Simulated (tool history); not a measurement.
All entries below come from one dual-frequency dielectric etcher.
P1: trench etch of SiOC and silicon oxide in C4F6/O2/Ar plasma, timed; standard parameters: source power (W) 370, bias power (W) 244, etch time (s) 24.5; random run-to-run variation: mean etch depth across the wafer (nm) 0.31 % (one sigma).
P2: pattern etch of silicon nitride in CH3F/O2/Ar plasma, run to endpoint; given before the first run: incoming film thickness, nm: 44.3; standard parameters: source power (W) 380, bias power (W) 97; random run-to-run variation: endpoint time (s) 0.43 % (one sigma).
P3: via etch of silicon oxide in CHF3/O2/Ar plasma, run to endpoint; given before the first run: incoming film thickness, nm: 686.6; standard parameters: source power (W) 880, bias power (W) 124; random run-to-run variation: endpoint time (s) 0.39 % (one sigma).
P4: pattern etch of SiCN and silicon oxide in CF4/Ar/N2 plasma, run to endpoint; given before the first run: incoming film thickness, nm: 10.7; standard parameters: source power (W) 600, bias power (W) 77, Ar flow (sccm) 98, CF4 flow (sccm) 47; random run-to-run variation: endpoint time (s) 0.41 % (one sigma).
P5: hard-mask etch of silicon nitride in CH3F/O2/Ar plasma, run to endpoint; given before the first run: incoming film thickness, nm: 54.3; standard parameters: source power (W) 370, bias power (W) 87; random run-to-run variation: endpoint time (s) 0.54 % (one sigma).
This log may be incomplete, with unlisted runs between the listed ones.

| run | hour | process that ran | source power (W) | bias power (W) | etch time (s) | Ar flow (sccm) | CF4 flow (sccm) | mean etch depth across the wafer (nm) | endpoint time (s) |
|---|---|---|---|---|---|---|---|---|---|
| 1 | 4.7 | P1 | 370 | 244 | 24.5 |  |  | 51.264 |  |
| 2 | 9.6 | P1 | 370 | 184 | 24.5 |  |  | 46.835 |  |
| 3 | 18.7 | P1 | 370 | 179 | 15.0 |  |  | 28.196 |  |
| 4 | 25.4 | P1 | 370 | 244 | 24.5 |  |  | 51.165 |  |
| 5 | 32.9 | P5 | 230 | 87 |  |  |  |  | 91.0630 |
|  | 33.7 | wet clean of the chamber |
|  | 36.7 | bias power generator calibrated |
| 6 | 41.5 | P1 | 370 | 244 | 24.5 |  |  | 51.316 |  |
| 7 | 49.6 | P1 | 440 | 244 | 31.0 |  |  | 69.570 |  |
| 8 | 56.0 | P2 | 300 | 97 |  |  |  |  | 65.1250 |
| 9 | 65.7 | P1 | 370 | 244 | 24.5 |  |  | 50.880 |  |
| 10 | 71.7 | P1 | 370 | 244 | 18.0 |  |  | 37.813 |  |
| 11 | 78.8 | P1 | 370 | 244 | 34.5 |  |  | 72.648 |  |
| 12 | 87.7 | P4 | 600 | 77 |  | 98 | 47 |  | 9.8554 |
| 13 | 97.8 | P4 | 600 | 47 |  | 98 | 47 |  | 11.6680 |
| 14 | 106.3 | P3 | 880 | 159 |  |  |  |  | 302.4800 |
| 15 | 111.3 | P1 | 370 | 244 | 24.5 |  |  | 50.988 |  |
| 16 | 118.3 | P2 | 380 | 97 |  |  |  |  | 59.7320 |
| 17 | 125.6 | P5 | 370 | 87 |  |  |  |  | 77.4910 |
| 18 | 130.6 | P1 | 370 | 314 | 24.5 |  |  | 56.267 |  |
| 19 | 140.4 | P1 | 450 | 244 | 24.5 |  |  | 54.992 |  |
| 20 | 145.4 | P1 | 370 | 244 | 24.5 |  |  | 51.165 |  |
| 21 | 152.2 | P4 | 600 | 77 |  | 77 | 47 |  | 9.4463 |
| 22 | 157.0 | P5 | 370 | 67 |  |  |  |  | 84.9040 |
| 23 | 164.1 | P4 | 600 | 77 |  | 98 | 47 |  | 9.8137 |
| 24 | 169.1 | P2 | 380 | 97 |  |  |  |  | 59.4950 |
| 25 | 176.6 | P4 | 600 | 77 |  | 98 | 32 |  | 10.4610 |
| 26 | 183.8 | P3 | 550 | 124 |  |  |  |  | 392.8800 |
| 27 | 192.1 | P3 | 880 | 124 |  |  |  |  | 324.3000 |
| 28 | 201.4 | P2 | 380 | 57 |  |  |  |  | 71.7580 |
| 29 | 206.1 | P1 | 240 | 244 | 24.5 |  |  | 43.739 |  |
| 30 | 210.7 | P4 | 750 | 77 |  | 98 | 47 |  | 8.1037 |
| 31 | 217.2 | P1 | 370 | 244 | 24.5 |  |  | 51.268 |  |
| 32 | 224.7 | P1 | 370 | 244 | 24.5 |  |  | 51.059 |  |
| 33 | 231.6 | P1 | 370 | 244 | 24.5 |  |  | 51.052 |  |
| 34 | 240.6 | P1 | 370 | 244 | 24.5 |  |  | 50.697 |  |
| 35 | 248.2 | P1 | 370 | 244 | 24.5 |  |  | 50.631 |  |
| 36 | 254.1 | P1 | 370 | 244 | 24.5 |  |  | 50.738 |  |
| 37 | 259.1 | P1 | 370 | 244 | 24.5 |  |  | 50.739 |  |
| 38 | 266.4 | P1 | 370 | 244 | 24.5 |  |  | 50.481 |  |
| 39 | 276.1 | P1 | 370 | 244 | 24.5 |  |  | 50.451 |  |
|  | 277.4 | wet clean of the chamber |
| 40 | 283.7 | P1 | 370 | 244 | 24.5 |  |  | 50.493 |  |
| 41 | 291.0 | P1 | 370 | 244 | 24.5 |  |  | 50.708 |  |
| 42 | 298.0 | P1 | 370 | 244 | 24.5 |  |  | 50.571 |  |

The log shows P1 creeping away from where it was. Any of the 2 causes listed here, at the size stated for it, fits the log just as well as the others:
A: source power that arrives under what is set, % = 3.97
B: bias power that arrives under what is set, % = 4.48
Onset of the creep was near hour 217.2.
Each remaining cause and why it is not a fit:
chamber walls in a state that lowers the etch rate, %: maintenance at hour 277.4, after the shift began, did not return the process to its former output

4 check runs are offered, each on 2 wafers whose results are averaged, their results left as question marks. Which one tells the causes apart?
| check 1 | 305.0 | P2 | 380 | 60 |  |  |  |  | ? |
| check 2 | 305.0 | P3 | 550 | 124 |  |  |  |  | ? |
| check 3 | 305.0 | P4 | 600 | 55 |  | 98 | 47 |  | ? |
| check 4 | 305.0 | P5 | 230 | 73 |  |  |  |  | ? |

Predicted outcomes, by check and by cause:
| check | result | if A | if B |
|---|---|---|---|
| check 1 | endpoint time (s) | 71.5970 | 71.5610 |
| check 2 | endpoint time (s) | 399.8400 | 399.2000 |
| check 3 | endpoint time (s) | 11.4740 | 11.2380 |
| check 4 | endpoint time (s) | 99.8800 | 99.9980 |
Separation of the two closest causes in each check, using whichever result separates them best: check 1 0.05 %; check 2 0.16 %; check 3 2.08 %; check 4 0.12 %
Only in check 3 would the causes give clearly different results; in the remaining checks their results would be nearly the same.

Running check 3 produced the following: endpoint time (s) 11.2350. Which one of the listed causes fits?

Of the candidate causes, it is B: bias power that arrives under what is set, %.
